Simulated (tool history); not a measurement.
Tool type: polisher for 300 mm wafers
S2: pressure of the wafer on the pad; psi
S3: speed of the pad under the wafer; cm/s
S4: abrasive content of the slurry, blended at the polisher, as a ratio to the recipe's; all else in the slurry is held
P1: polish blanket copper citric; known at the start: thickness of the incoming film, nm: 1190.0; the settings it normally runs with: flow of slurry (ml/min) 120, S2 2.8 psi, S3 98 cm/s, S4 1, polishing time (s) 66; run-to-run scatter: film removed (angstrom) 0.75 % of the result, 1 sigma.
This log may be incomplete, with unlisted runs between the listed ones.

{"run": 1, "hour": 3.1, "flow of slurry (ml/min)": 120, "S2": 2.8, "S3": 98, "S4": 1, "polishing time (s)": 66, "film removed (angstrom)": 1371}
{"run": 2, "hour": 6.0, "flow of slurry (ml/min)": 120, "S2": 2.8, "S3": 98, "S4": 1.5, "polishing time (s)": 66, "film removed (angstrom)": 1514.8}
{"run": 3, "hour": 10.4, "flow of slurry (ml/min)": 120, "S2": 2.8, "S3": 98, "S4": 0.75, "polishing time (s)": 96, "film removed (angstrom)": 1882.7}
{"run": 4, "hour": 14.9, "flow of slurry (ml/min)": 70, "S2": 2.8, "S3": 98, "S4": 1, "polishing time (s)": 66, "film removed (angstrom)": 1191.3}
{"run": 5, "hour": 19.7, "flow of slurry (ml/min)": 155, "S2": 3.6, "S3": 98, "S4": 1, "polishing time (s)": 66, "film removed (angstrom)": 1854}
{"run": 6, "hour": 23.1, "flow of slurry (ml/min)": 120, "S2": 2.8, "S3": 98, "S4": 1, "polishing time (s)": 66, "film removed (angstrom)": 1389.1}
{"run": 7, "hour": 27.3, "flow of slurry (ml/min)": 120, "S2": 2.8, "S3": 98, "S4": 1, "polishing time (s)": 66, "film removed (angstrom)": 1369}
{"run": 8, "hour": 31.0, "flow of slurry (ml/min)": 120, "S2": 2.8, "S3": 98, "S4": 1, "polishing time (s)": 66, "film removed (angstrom)": 1389.3}
{"run": 9, "hour": 36.6, "flow of slurry (ml/min)": 85, "S2": 2.8, "S3": 98, "S4": 1, "polishing time (s)": 39, "film removed (angstrom)": 748.6}
{"run": 10, "hour": 41.0, "flow of slurry (ml/min)": 120, "S2": 2.8, "S3": 98, "S4": 1, "polishing time (s)": 66, "film removed (angstrom)": 1369}
{"run": 11, "hour": 46.8, "flow of slurry (ml/min)": 120, "S2": 2.8, "S3": 150, "S4": 1, "polishing time (s)": 66, "film removed (angstrom)": 2127.7}
{"run": 12, "hour": 51.3, "flow of slurry (ml/min)": 120, "S2": 2.8, "S3": 66, "S4": 1, "polishing time (s)": 66, "film removed (angstrom)": 944.91}
{"run": 13, "hour": 57.0, "flow of slurry (ml/min)": 120, "S2": 1.8, "S3": 98, "S4": 1, "polishing time (s)": 66, "film removed (angstrom)": 910.53}
{"run": 14, "hour": 62.8, "flow of slurry (ml/min)": 120, "S2": 2.8, "S3": 98, "S4": 1, "polishing time (s)": 66, "film removed (angstrom)": 1364.6}
{"run": 15, "hour": 66.5, "flow of slurry (ml/min)": 120, "S2": 2.8, "S3": 98, "S4": 0.65, "polishing time (s)": 66, "film removed (angstrom)": 1274}
{"run": 16, "hour": 72.0, "flow of slurry (ml/min)": 120, "S2": 2.8, "S3": 98, "S4": 1, "polishing time (s)": 102, "film removed (angstrom)": 2131.9}
{"run": 17, "hour": 77.9, "flow of slurry (ml/min)": 185, "S2": 2.8, "S3": 98, "S4": 1, "polishing time (s)": 66, "film removed (angstrom)": 1471.8}
{"run": 18, "hour": 82.6, "flow of slurry (ml/min)": 120, "S2": 4.4, "S3": 98, "S4": 1, "polishing time (s)": 66, "film removed (angstrom)": 2130.6}
{"run": 19, "hour": 85.5, "flow of slurry (ml/min)": 120, "S2": 2.8, "S3": 98, "S4": 1, "polishing time (s)": 47, "film removed (angstrom)": 982.97}
{"run": 20, "hour": 90.4, "flow of slurry (ml/min)": 120, "S2": 2.8, "S3": 98, "S4": 1, "polishing time (s)": 66, "film removed (angstrom)": 1375.7}
{"run": 21, "hour": 93.6, "flow of slurry (ml/min)": 120, "S2": 2.8, "S3": 98, "S4": 1, "polishing time (s)": 66, "film removed (angstrom)": 1343.8}
{"run": 22, "hour": 98.0, "flow of slurry (ml/min)": 120, "S2": 2.8, "S3": 98, "S4": 1, "polishing time (s)": 66, "film removed (angstrom)": 1299}
{"run": 23, "hour": 103.4, "flow of slurry (ml/min)": 120, "S2": 2.8, "S3": 98, "S4": 1, "polishing time (s)": 66, "film removed (angstrom)": 1295.2}
{"hour": 103.9, "done": "slurry blender recalibrated"}
{"hour": 108.5, "done": "worn pad replaced by a new one"}
{"run": 24, "hour": 108.7, "flow of slurry (ml/min)": 120, "S2": 2.8, "S3": 98, "S4": 1, "polishing time (s)": 66, "film removed (angstrom)": 1263.2}
{"run": 25, "hour": 113.8, "flow of slurry (ml/min)": 120, "S2": 2.8, "S3": 98, "S4": 1, "polishing time (s)": 66, "film removed (angstrom)": 1255}
{"run": 26, "hour": 118.1, "flow of slurry (ml/min)": 120, "S2": 2.8, "S3": 98, "S4": 1, "polishing time (s)": 66, "film removed (angstrom)": 1250.9}
{"run": 27, "hour": 120.9, "flow of slurry (ml/min)": 120, "S2": 2.8, "S3": 98, "S4": 1, "polishing time (s)": 66, "film removed (angstrom)": 1255.7}
{"run": 28, "hour": 125.3, "flow of slurry (ml/min)": 120, "S2": 2.8, "S3": 98, "S4": 1, "polishing time (s)": 66, "film removed (angstrom)": 1263.5}

Something has made what P1 gives creep away from where it was; the 2 causes below, each at its own stated size, fit the log equally well:
A: head's pressure below its setpoint, % = 9.36
B: slurry flow missing at the pad, % = 31.5
The process output started creeping at around hour 90.4.
Excluded causes, each with its reason:
removal rate lost through wear of the pad, %: serviced at hour 108.5, which brought nothing back
abrasive missing from the slurry, %: serviced at hour 103.9, which brought nothing back

Below are 4 check runs, each averaged over 5 wafers, with their results shown as question marks. Which of them would give clearly different results depending on which cause is behind the drift?
{"run": "check 1", "hour": 129.7, "flow of slurry (ml/min)": 120, "S2": 2.1, "S3": 118, "S4": 1, "polishing time (s)": 66, "film removed (angstrom)": "?"}
{"run": "check 2", "hour": 129.7, "flow of slurry (ml/min)": 175, "S2": 2.8, "S3": 98, "S4": 1, "polishing time (s)": 66, "film removed (angstrom)": "?"}
{"run": "check 3", "hour": 129.7, "flow of slurry (ml/min)": 120, "S2": 2.2, "S3": 98, "S4": 1, "polishing time (s)": 66, "film removed (angstrom)": "?"}
{"run": "check 4", "hour": 129.7, "flow of slurry (ml/min)": 120, "S2": 2.8, "S3": 72, "S4": 1, "polishing time (s)": 66, "film removed (angstrom)": "?"}

How each check would come out, cause by cause:
check=check_1 result=film_removed_(angstrom) if_A=1135.5 if_B=1135.5
check=check_2 result=film_removed_(angstrom) if_A=1341.3 if_B=1379
check=check_3 result=film_removed_(angstrom) if_A=992.69 if_B=992.22
check=check_4 result=film_removed_(angstrom) if_A=930.58 if_B=929.93
Per-check spread between the two closest causes, in the result where they differ most: check 1 0 %; check 2 2.77 %; check 3 0.05 %; check 4 0.07 %
Check 2 distinguishes between the causes, while the remaining checks would return nearly the same result for all of them.

After running check 2, the following was obtained: film removed (angstrom) 1340.1. Which cause does this point to?

A is the cause: head's pressure below its setpoint, %.
